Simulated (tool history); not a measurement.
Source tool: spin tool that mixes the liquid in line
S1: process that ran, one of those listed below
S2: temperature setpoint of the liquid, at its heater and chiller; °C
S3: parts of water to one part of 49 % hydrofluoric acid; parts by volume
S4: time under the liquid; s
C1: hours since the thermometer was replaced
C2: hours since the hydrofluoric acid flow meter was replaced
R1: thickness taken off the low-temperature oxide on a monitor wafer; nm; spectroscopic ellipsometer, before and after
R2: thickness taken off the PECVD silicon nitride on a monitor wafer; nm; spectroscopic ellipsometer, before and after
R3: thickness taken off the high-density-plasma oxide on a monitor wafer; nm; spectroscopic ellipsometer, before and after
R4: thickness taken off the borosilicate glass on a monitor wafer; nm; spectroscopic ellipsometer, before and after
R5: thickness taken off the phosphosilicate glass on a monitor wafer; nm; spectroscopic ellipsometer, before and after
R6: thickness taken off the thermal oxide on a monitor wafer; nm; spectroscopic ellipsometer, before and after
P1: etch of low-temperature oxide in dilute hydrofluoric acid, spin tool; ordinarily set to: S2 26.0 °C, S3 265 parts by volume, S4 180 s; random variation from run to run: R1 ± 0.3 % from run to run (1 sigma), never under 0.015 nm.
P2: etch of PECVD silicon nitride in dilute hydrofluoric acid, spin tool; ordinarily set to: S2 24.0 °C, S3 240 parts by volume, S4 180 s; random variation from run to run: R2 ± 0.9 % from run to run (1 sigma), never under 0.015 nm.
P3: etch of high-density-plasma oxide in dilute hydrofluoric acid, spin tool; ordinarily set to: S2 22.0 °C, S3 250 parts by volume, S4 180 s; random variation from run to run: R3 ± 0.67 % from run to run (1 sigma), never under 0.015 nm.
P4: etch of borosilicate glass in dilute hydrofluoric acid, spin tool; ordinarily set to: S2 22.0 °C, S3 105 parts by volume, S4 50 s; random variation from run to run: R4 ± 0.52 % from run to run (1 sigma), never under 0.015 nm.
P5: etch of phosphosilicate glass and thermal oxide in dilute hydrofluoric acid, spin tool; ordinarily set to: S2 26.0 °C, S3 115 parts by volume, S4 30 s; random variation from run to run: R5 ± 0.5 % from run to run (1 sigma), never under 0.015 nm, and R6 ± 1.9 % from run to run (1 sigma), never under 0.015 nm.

run	hour	S1	S2	S3	S4	C1	C2	R1	R2	R3	R4	R5	R6
1	7.7	P1	26.0	265	180	818.5	1371.6	9.8836					
2	15.0	P2	24.0	240	25	825.8	1378.9		0.40217				
3	22.4	P3	22.0	455	180	833.2	1386.3			1.7395			
4	30.5	P2	31.5	240	180	841.3	1394.4		4.40860				
5	37.2	P4	29.5	105	50	848.0	1401.1				16.0720		
6	46.0	P1	26.0	265	20	856.8	1409.9	1.0832					
7	54.8	P3	28.5	250	180	865.6	1418.7			4.7071			
8	61.4	P2	24.0	240	180	872.2	1425.3		2.83790				
9	67.1	P4	22.0	105	50	877.9	1431.0				11.9720		
10	75.9	P5	30.5	115	30	886.7	1439.8					45.261	1.50680
11	83.5	P5	26.0	115	30	894.3	1447.4					38.452	1.26210
12	92.5	P5	26.0	165	30	903.3	1456.4					24.916	0.82479
13	101.2	P3	22.0	250	180	912.0	1465.1			3.7747			
14	110.3	P1	26.0	420	25	921.1	1474.2	0.7369					
15	115.8	P1	34.0	265	180	926.6	1479.7	12.9220					
16	122.6	P1	19.5	265	180	933.4	1486.5	7.8181					
17	127.7	P5	26.0	115	50	938.5	1491.6					63.139	1.98190
18	132.3	P1	26.0	265	180	943.1	1496.2	9.8828					
19	139.6	P1	26.0	265	180	950.4	1503.5	9.8474					
20	145.4	P1	26.0	120	180	956.2	1509.3	25.7590					
21	154.4	P1	26.0	265	180	965.2	1518.3	9.8944					
22	163.5	P1	26.0	475	180	974.3	1527.4	4.5127					
23	168.4	P1	26.0	265	180	979.2	1532.3	9.8892					
24	176.5	P4	22.0	185	50	987.3	1540.4				6.2681		

Run 25 is up next; what results do you expect?
25	182.3	P2	24.0	70	180	993.1	1546.2		?				

Logged for run 25: R2 9.40250 nm.
